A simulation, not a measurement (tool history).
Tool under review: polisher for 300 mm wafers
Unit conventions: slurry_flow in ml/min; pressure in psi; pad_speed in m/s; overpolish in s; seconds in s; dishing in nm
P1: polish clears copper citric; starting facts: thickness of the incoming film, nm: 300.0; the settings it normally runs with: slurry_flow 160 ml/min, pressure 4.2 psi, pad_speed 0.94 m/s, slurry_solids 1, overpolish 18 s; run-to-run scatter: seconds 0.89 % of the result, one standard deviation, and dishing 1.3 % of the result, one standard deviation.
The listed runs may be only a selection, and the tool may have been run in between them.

run,day,slurry_flow,pressure,pad_speed,slurry_solids,overpolish,wafers polished on this pad,hours since the slurry nozzle was cleaned,hours since the head pressure was calibrated,hours since the slurry blender was calibrated,seconds,dishing
1,0.262,160,4.2,0.94,1,18,276,114.2,171.9,41.3,112.25,27.151
2,0.742,160,3,0.94,1,18,386,125.7,183.4,52.8,152.94,21.149
3,1.262,160,4.2,0.94,0.5,18,506,138.2,195.9,65.3,129.22,25.001
4,1.721,160,4.2,0.66,1,18,611,149.2,206.9,76.3,154.67,21.629
5,2.129,240,4.2,0.94,1,18,705,159,216.7,86.1,106.78,28.344
6,2.492,160,4.2,0.94,1,18,788,167.7,225.4,94.8,112.13,26.947
7,2.796,95,4.2,0.94,1,18,858,175,232.7,102.1,125.96,25.297
8,3.212,160,4.2,0.94,1,18,954,185,242.7,112.1,109.96,27.385
9,3.683,160,4.2,1.46,1,18,1062,196.3,254,123.4,72.122,36.221
10,4.108,160,4.2,0.94,1,18,1159,206.5,264.2,133.6,111.97,27.81
11,4.45,100,4.2,0.94,0.7,18,1238,214.7,272.4,141.8,130.76,24.607
12,4.854,160,4.2,0.94,1,33,1330,224.4,282.1,151.5,109.79,38.768
13,5.3,160,4.2,0.94,1.4,18,1433,235.1,292.8,162.2,103.96,28.562
14,5.721,160,4.2,0.94,1,18,1529,245.2,302.9,172.3,111.64,27.244
15,6.008,160,4.2,0.94,1,5,1595,252.1,309.8,179.2,111.93,9.6168
16,6.417,160,6.3,0.94,1,18,1689,261.9,319.6,189,74.315,35.893
17,6.912,160,4.2,0.94,1,18,1803,273.8,331.5,200.9,109.3,27.202
18,7.283,160,4.2,0.94,1,18,1888,282.7,340.4,209.8,112.74,27.054
19,7.688,160,4.2,0.94,1,18,1981,292.4,350.1,219.5,116.7,26.623
20,8.017,160,4.2,0.94,1,18,2056,300.3,358,227.4,118.58,26.226
21,8.471,160,4.2,0.94,1,18,2161,311.2,368.9,238.3,118.79,25.99
22,8.717,160,4.2,0.94,1,18,2217,317.1,374.8,244.2,118.52,26.032

For run 23, what comes out?
23,9.017,160,4.2,0.94,1,18,2286,324.3,382,251.4,?,?

seconds: 120.03 s
dishing: 25.929 nm
